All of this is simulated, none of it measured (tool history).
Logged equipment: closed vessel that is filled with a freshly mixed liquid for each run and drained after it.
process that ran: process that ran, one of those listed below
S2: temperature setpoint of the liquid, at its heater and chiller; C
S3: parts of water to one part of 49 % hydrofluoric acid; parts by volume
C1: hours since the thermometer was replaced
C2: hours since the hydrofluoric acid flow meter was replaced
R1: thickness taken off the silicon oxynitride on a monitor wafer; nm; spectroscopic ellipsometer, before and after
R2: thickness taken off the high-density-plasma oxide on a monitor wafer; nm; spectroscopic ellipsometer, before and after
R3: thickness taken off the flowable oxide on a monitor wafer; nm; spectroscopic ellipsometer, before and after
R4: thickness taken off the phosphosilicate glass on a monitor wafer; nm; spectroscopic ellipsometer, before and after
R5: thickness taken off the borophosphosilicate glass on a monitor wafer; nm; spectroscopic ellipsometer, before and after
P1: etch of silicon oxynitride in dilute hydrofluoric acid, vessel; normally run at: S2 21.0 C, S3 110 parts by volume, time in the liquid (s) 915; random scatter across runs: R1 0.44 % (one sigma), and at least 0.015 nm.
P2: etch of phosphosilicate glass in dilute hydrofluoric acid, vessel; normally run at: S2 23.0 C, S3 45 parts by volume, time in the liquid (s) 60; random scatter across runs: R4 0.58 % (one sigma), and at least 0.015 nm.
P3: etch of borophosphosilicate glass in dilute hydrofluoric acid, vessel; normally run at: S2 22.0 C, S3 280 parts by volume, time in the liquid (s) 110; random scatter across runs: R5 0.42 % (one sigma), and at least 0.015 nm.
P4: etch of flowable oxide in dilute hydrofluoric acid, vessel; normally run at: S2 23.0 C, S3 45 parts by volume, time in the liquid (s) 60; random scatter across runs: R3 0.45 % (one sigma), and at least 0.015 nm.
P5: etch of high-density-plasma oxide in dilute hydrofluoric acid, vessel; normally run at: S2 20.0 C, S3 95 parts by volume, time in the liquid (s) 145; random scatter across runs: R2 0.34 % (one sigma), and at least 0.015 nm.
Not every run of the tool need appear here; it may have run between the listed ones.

Run 1, day 0.404: process that ran P1, S2 21.0 C, S3 110 parts by volume, time in the liquid (s) 915; C1 512.3; C2 1012.2. Result: R1 32.3480 nm.
Run 2, day 0.971: process that ran P1, S2 21.0 C, S3 110 parts by volume, time in the liquid (s) 915; C1 525.9; C2 1025.8. Result: R1 32.0820 nm.
Run 3, day 1.488: process that ran P1, S2 21.0 C, S3 110 parts by volume, time in the liquid (s) 915; C1 538.3; C2 1038.2. Result: R1 32.0590 nm.
Run 4, day 1.979: process that ran P5, S2 28.0 C, S3 95 parts by volume, time in the liquid (s) 145; C1 550.1; C2 1050.0. Result: R2 9.8955 nm.
Run 5, day 2.550: process that ran P4, S2 23.0 C, S3 45 parts by volume, time in the liquid (s) 60; C1 563.8; C2 1063.7. Result: R3 52.830 nm.
Run 6, day 3.083: process that ran P5, S2 20.0 C, S3 95 parts by volume, time in the liquid (s) 145; C1 576.6; C2 1076.5. Result: R2 7.1069 nm.
Run 7, day 3.533: process that ran P5, S2 20.0 C, S3 25 parts by volume, time in the liquid (s) 145; C1 587.4; C2 1087.3. Result: R2 29.6460 nm.
Run 8, day 4.017: process that ran P2, S2 23.0 C, S3 45 parts by volume, time in the liquid (s) 110; C1 599.0; C2 1098.9. Result: R4 318.42 nm.
Run 9, day 4.550: process that ran P3, S2 22.0 C, S3 280 parts by volume, time in the liquid (s) 110; C1 611.8; C2 1111.7. Result: R5 10.4710 nm.
Run 10, day 4.929: process that ran P1, S2 21.0 C, S3 110 parts by volume, time in the liquid (s) 915; C1 620.9; C2 1120.8. Result: R1 32.2470 nm.
Run 11, day 5.479: process that ran P2, S2 23.0 C, S3 45 parts by volume, time in the liquid (s) 60; C1 634.1; C2 1134.0. Result: R4 169.65 nm.
Run 12, day 5.962: process that ran P5, S2 20.0 C, S3 95 parts by volume, time in the liquid (s) 145; C1 645.7; C2 1145.6. Result: R2 7.1532 nm.
Run 13, day 6.262: process that ran P1, S2 28.0 C, S3 110 parts by volume, time in the liquid (s) 915; C1 652.9; C2 1152.8. Result: R1 44.6930 nm.
Run 14, day 6.779: process that ran P2, S2 23.0 C, S3 20 parts by volume, time in the liquid (s) 60; C1 665.3; C2 1165.2. Result: R4 401.44 nm.
Run 15, day 7.258: process that ran P1, S2 27.5 C, S3 110 parts by volume, time in the liquid (s) 370; C1 676.8; C2 1176.7. Result: R1 17.5940 nm.
Run 16, day 7.562: process that ran P1, S2 21.0 C, S3 110 parts by volume, time in the liquid (s) 915; C1 684.1; C2 1184.0. Result: R1 32.2800 nm.
Run 17, day 7.833: process that ran P4, S2 23.0 C, S3 45 parts by volume, time in the liquid (s) 60; C1 690.6; C2 1190.5. Result: R3 52.965 nm.
Run 18, day 8.225: process that ran P4, S2 23.0 C, S3 20 parts by volume, time in the liquid (s) 60; C1 700.0; C2 1199.9. Result: R3 123.980 nm.
Run 19, day 8.733: process that ran P4, S2 23.0 C, S3 45 parts by volume, time in the liquid (s) 30; C1 712.2; C2 1212.1. Result: R3 26.610 nm.
Run 20, day 9.196: process that ran P1, S2 17.0 C, S3 110 parts by volume, time in the liquid (s) 915; C1 723.3; C2 1223.2. Result: R1 26.4410 nm.
Run 21, day 9.712: process that ran P1, S2 21.0 C, S3 30 parts by volume, time in the liquid (s) 915; C1 735.7; C2 1235.6. Result: R1 125.3400 nm.
Run 22, day 10.158: process that ran P2, S2 28.0 C, S3 45 parts by volume, time in the liquid (s) 60; C1 746.4; C2 1246.3. Result: R4 210.56 nm.
Run 23, day 10.704: process that ran P1, S2 21.0 C, S3 110 parts by volume, time in the liquid (s) 35; C1 759.5; C2 1259.4. Result: R1 1.2182 nm.
Run 24, day 10.971: process that ran P5, S2 20.0 C, S3 95 parts by volume, time in the liquid (s) 225; C1 765.9; C2 1265.8. Result: R2 11.1160 nm.
Run 25, day 11.404: process that ran P3, S2 29.0 C, S3 280 parts by volume, time in the liquid (s) 110; C1 776.3; C2 1276.2. Result: R5 13.2330 nm.
At day 11.488: hydrofluoric acid flow meter replaced.
Run 26, day 11.746: process that ran P1, S2 21.0 C, S3 155 parts by volume, time in the liquid (s) 915; C1 784.5; C2 6.2. Result: R1 22.0750 nm.
Run 27, day 12.054: process that ran P1, S2 21.0 C, S3 110 parts by volume, time in the liquid (s) 1635; C1 791.9; C2 13.6. Result: R1 57.3010 nm.
Run 28, day 12.404: process that ran P3, S2 22.0 C, S3 500 parts by volume, time in the liquid (s) 110; C1 800.3; C2 22.0. Result: R5 4.8339 nm.
Run 29, day 12.708: process that ran P3, S2 22.0 C, S3 280 parts by volume, time in the liquid (s) 175; C1 807.6; C2 29.3. Result: R5 16.5640 nm.
Run 30, day 13.100: process that ran P4, S2 17.0 C, S3 45 parts by volume, time in the liquid (s) 60; C1 817.0; C2 38.7. Result: R3 41.222 nm.
Run 31, day 13.567: process that ran P1, S2 21.0 C, S3 110 parts by volume, time in the liquid (s) 915; C1 828.2; C2 49.9. Result: R1 32.2470 nm.
Run 32, day 14.117: process that ran P1, S2 21.0 C, S3 110 parts by volume, time in the liquid (s) 915; C1 841.4; C2 63.1. Result: R1 34.0380 nm.
Run 33, day 14.512: process that ran P1, S2 21.0 C, S3 110 parts by volume, time in the liquid (s) 915; C1 850.9; C2 72.6. Result: R1 34.4360 nm.
Run 34, day 15.042: process that ran P1, S2 21.0 C, S3 110 parts by volume, time in the liquid (s) 915; C1 863.6; C2 85.3. Result: R1 35.2080 nm.
Run 35, day 15.400: process that ran P1, S2 21.0 C, S3 110 parts by volume, time in the liquid (s) 915; C1 872.2; C2 93.9. Result: R1 35.3360 nm.
Run 36, day 15.800: process that ran P1, S2 21.0 C, S3 110 parts by volume, time in the liquid (s) 915; C1 881.8; C2 103.5. Result: R1 35.5510 nm.
Run 37, day 16.329: process that ran P1, S2 21.0 C, S3 110 parts by volume, time in the liquid (s) 915; C1 894.5; C2 116.2. Result: R1 35.9280 nm.
Run 38, day 16.812: process that ran P1, S2 21.0 C, S3 110 parts by volume, time in the liquid (s) 915; C1 906.1; C2 127.8. Result: R1 35.9340 nm.
Run 39, day 17.262: process that ran P1, S2 21.0 C, S3 110 parts by volume, time in the liquid (s) 915; C1 916.9; C2 138.6. Result: R1 35.8090 nm.

The log shows P1 creeping away from where it was. Any of the 2 causes listed here, at the size stated for it, fits the log just as well as the others:
A: liquid hotter than its thermometer reads (K) = 2.23
B: hydrofluoric acid flow above the setpoint (%) = 10.4
Creep in the process output first set in at about day 13.567.

Of the 4 check runs listed below, each run on one wafer and each result written as a question mark, which would let you distinguish the listed causes because they would give clearly different results?
Run check 1, day 17.712: process that ran P2, S2 26.0 C, S3 25 parts by volume, time in the liquid (s) 60. Result: R4 ?.
Run check 2, day 17.712: process that ran P4, S2 18.5 C, S3 20 parts by volume, time in the liquid (s) 60. Result: R3 ?.
Run check 3, day 17.712: process that ran P5, S2 20.0 C, S3 30 parts by volume, time in the liquid (s) 145. Result: R2 ?.
Run check 4, day 17.712: process that ran P3, S2 22.0 C, S3 485 parts by volume, time in the liquid (s) 175. Result: R5 ?.

How each check would come out, cause by cause:
  check  result     if A     if B
check 1      R4   395.80   400.15
check 2      R3  111.830  112.250
check 3      R2  26.9580  27.1520
check 4      R5   8.5940   9.1755
Distance between the nearest two causes, measured in the result of the check that separates them most: check 1 1.09 %; check 2 0.37 %; check 3 0.72 %; check 4 6.55 %
Of the check runs offered, only check 4 discriminates between the causes; the rest would read about the same regardless of which cause applies.

Check 4 was carried out, with these results: R5 9.1391 nm. Which of the listed causes is responsible?

The correct cause is B, namely: hydrofluoric acid flow above the setpoint (%).

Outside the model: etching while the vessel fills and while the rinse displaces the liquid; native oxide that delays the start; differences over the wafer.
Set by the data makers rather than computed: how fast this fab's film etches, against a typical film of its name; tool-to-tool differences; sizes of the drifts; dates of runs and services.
